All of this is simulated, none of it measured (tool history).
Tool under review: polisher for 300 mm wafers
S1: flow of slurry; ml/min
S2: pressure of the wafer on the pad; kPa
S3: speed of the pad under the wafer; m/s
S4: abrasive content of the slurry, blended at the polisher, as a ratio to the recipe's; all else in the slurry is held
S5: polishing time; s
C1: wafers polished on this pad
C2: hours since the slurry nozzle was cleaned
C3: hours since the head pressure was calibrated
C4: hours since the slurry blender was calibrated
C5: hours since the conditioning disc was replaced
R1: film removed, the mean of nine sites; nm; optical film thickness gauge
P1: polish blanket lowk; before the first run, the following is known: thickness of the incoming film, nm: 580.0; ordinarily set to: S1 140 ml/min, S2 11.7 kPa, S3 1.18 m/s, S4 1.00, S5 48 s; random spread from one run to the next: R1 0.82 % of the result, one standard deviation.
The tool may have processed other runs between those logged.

run 1 day=0.317 | S1=140 S2=11.7 S3=1.18 S4=1.00 S5=48 | C1=238 C2=139.8 C3=384.1 C4=188.3 C5=339.4 | R1=18.093
run 2 day=0.738 | S1=205 S2=11.7 S3=1.18 S4=1.30 S5=48 | C1=348 C2=149.9 C3=394.2 C4=198.4 C5=349.5 | R1=21.287
run 3 day=1.279 | S1=140 S2=11.7 S3=1.18 S4=1.00 S5=48 | C1=488 C2=162.9 C3=407.2 C4=211.4 C5=362.5 | R1=18.140
run 4 day=1.842 | S1=140 S2=11.7 S3=1.18 S4=1.00 S5=48 | C1=635 C2=176.4 C3=420.7 C4=224.9 C5=376.0 | R1=17.718
run 5 day=2.342 | S1=140 S2=11.7 S3=1.18 S4=1.00 S5=48 | C1=765 C2=188.4 C3=432.7 C4=236.9 C5=388.0 | R1=18.127
run 6 day=2.617 | S1=140 S2=11.7 S3=1.18 S4=1.00 S5=62 | C1=836 C2=195.0 C3=439.3 C4=243.5 C5=394.6 | R1=23.298
run 7 day=2.942 | S1=140 S2=11.7 S3=1.60 S4=1.00 S5=48 | C1=921 C2=202.8 C3=447.1 C4=251.3 C5=402.4 | R1=22.891
run 8 day=3.296 | S1=85 S2=11.7 S3=1.18 S4=1.00 S5=48 | C1=1013 C2=211.3 C3=455.6 C4=259.8 C5=410.9 | R1=15.988
run 9 day=3.671 | S1=200 S2=11.7 S3=1.18 S4=1.00 S5=48 | C1=1110 C2=220.3 C3=464.6 C4=268.8 C5=419.9 | R1=19.038
run 10 day=4.183 | S1=140 S2=11.7 S3=1.18 S4=1.00 S5=48 | C1=1244 C2=232.6 C3=476.9 C4=281.1 C5=432.2 | R1=18.168
run 11 day=4.596 | S1=140 S2=18.6 S3=1.18 S4=1.00 S5=48 | C1=1351 C2=242.5 C3=486.8 C4=291.0 C5=442.1 | R1=28.556
run 12 day=4.954 | S1=140 S2=11.7 S3=0.62 S4=1.00 S5=48 | C1=1444 C2=251.1 C3=495.4 C4=299.6 C5=450.7 | R1=10.898
run 13 day=5.396 | S1=140 S2=11.7 S3=1.18 S4=0.50 S5=48 | C1=1559 C2=261.7 C3=506.0 C4=310.2 C5=461.3 | R1=12.389
run 14 day=5.846 | S1=140 S2=7.6 S3=1.18 S4=1.00 S5=48 | C1=1676 C2=272.5 C3=516.8 C4=321.0 C5=472.1 | R1=11.806
-- day=6.092 worn pad replaced by a new one
run 15 day=6.246 | S1=140 S2=11.7 S3=1.18 S4=1.00 S5=23 | C1=40 C2=282.1 C3=526.4 C4=330.6 C5=481.7 | R1=8.604
run 16 day=6.712 | S1=140 S2=11.7 S3=1.18 S4=1.25 S5=48 | C1=162 C2=293.3 C3=537.6 C4=341.8 C5=492.9 | R1=19.770
run 17 day=7.121 | S1=140 S2=11.7 S3=1.18 S4=1.00 S5=48 | C1=268 C2=303.1 C3=547.4 C4=351.6 C5=502.7 | R1=17.806
run 18 day=7.658 | S1=140 S2=11.7 S3=1.18 S4=1.00 S5=48 | C1=408 C2=316.0 C3=560.3 C4=364.5 C5=515.6 | R1=18.115
run 19 day=8.229 | S1=140 S2=11.7 S3=1.18 S4=1.00 S5=48 | C1=556 C2=329.7 C3=574.0 C4=378.2 C5=529.3 | R1=17.096
run 20 day=8.508 | S1=140 S2=11.7 S3=1.18 S4=1.00 S5=48 | C1=629 C2=336.4 C3=580.7 C4=384.9 C5=536.0 | R1=16.813
run 21 day=8.883 | S1=140 S2=11.7 S3=1.18 S4=1.00 S5=48 | C1=726 C2=345.4 C3=589.7 C4=393.9 C5=545.0 | R1=16.658
run 22 day=9.246 | S1=140 S2=11.7 S3=1.18 S4=1.00 S5=48 | C1=821 C2=354.1 C3=598.4 C4=402.6 C5=553.7 | R1=16.100
-- day=9.271 conditioning disc replaced and pad reconditioned
-- day=9.292 worn pad replaced by a new one
run 23 day=9.758 | S1=140 S2=11.7 S3=1.18 S4=1.00 S5=48 | C1=122 C2=366.4 C3=610.7 C4=414.9 C5=11.7 | R1=16.293
-- day=10.050 slurry nozzle cleaned
run 24 day=10.292 | S1=140 S2=11.7 S3=1.18 S4=1.00 S5=48 | C1=261 C2=5.8 C3=623.5 C4=427.7 C5=24.5 | R1=15.932
run 25 day=10.825 | S1=140 S2=11.7 S3=1.18 S4=1.00 S5=48 | C1=399 C2=18.6 C3=636.3 C4=440.5 C5=37.3 | R1=16.228
run 26 day=11.442 | S1=140 S2=11.7 S3=1.18 S4=1.00 S5=48 | C1=560 C2=33.4 C3=651.1 C4=455.3 C5=52.1 | R1=16.176

The log shows P1 creeping away from where it was. Any of the 2 causes listed here, at the size stated for it, fits the log just as well as the others:
A: abrasive missing from the slurry, % = 20.8
B: head's pressure below its setpoint, % = 10.6
The drift started at roughly day 7.658.
Ruled out, with reasons:
removal rate lost through wear of the pad, %: work on it at day 9.292, done after the drift set in, did not restore what the process gave before
slurry flow missing at the pad, %: work on it at day 10.050, done after the drift set in, did not restore what the process gave before
time polished since the conditioner stopped cutting, s: work on it at day 9.271, done after the drift set in, did not restore what the process gave before

Which of the 4 check runs listed below, each an average over 5 wafers with its results shown as question marks, gives clearly different results under the different listed causes?
run check 1 day=12.058 | S1=140 S2=14.5 S3=1.18 S4=1.00 S5=31 | R1=?
run check 2 day=12.058 | S1=140 S2=11.7 S3=1.18 S4=0.60 S5=48 | R1=?
run check 3 day=12.058 | S1=180 S2=11.7 S3=1.18 S4=1.00 S5=48 | R1=?
run check 4 day=12.058 | S1=170 S2=11.7 S3=1.18 S4=1.00 S5=36 | R1=?

How each check would come out, cause by cause:
check=check_1 result=R1 if_A=12.877 if_B=12.886
check=check_2 result=R1 if_A=12.029 if_B=12.396
check=check_3 result=R1 if_A=16.824 if_B=16.836
check=check_4 result=R1 if_A=12.510 if_B=12.519
Per-check spread between the two closest causes, in the result where they differ most: check 1 0.07 %; check 2 3 %; check 3 0.07 %; check 4 0.07 %
The other checks would show nearly matching results whichever cause is true, so check 2 is the only one that separates the causes.

The results of check 2 are: R1 12.016 nm. Based on these, which of the listed causes is it?

It was cause A: abrasive missing from the slurry, %.

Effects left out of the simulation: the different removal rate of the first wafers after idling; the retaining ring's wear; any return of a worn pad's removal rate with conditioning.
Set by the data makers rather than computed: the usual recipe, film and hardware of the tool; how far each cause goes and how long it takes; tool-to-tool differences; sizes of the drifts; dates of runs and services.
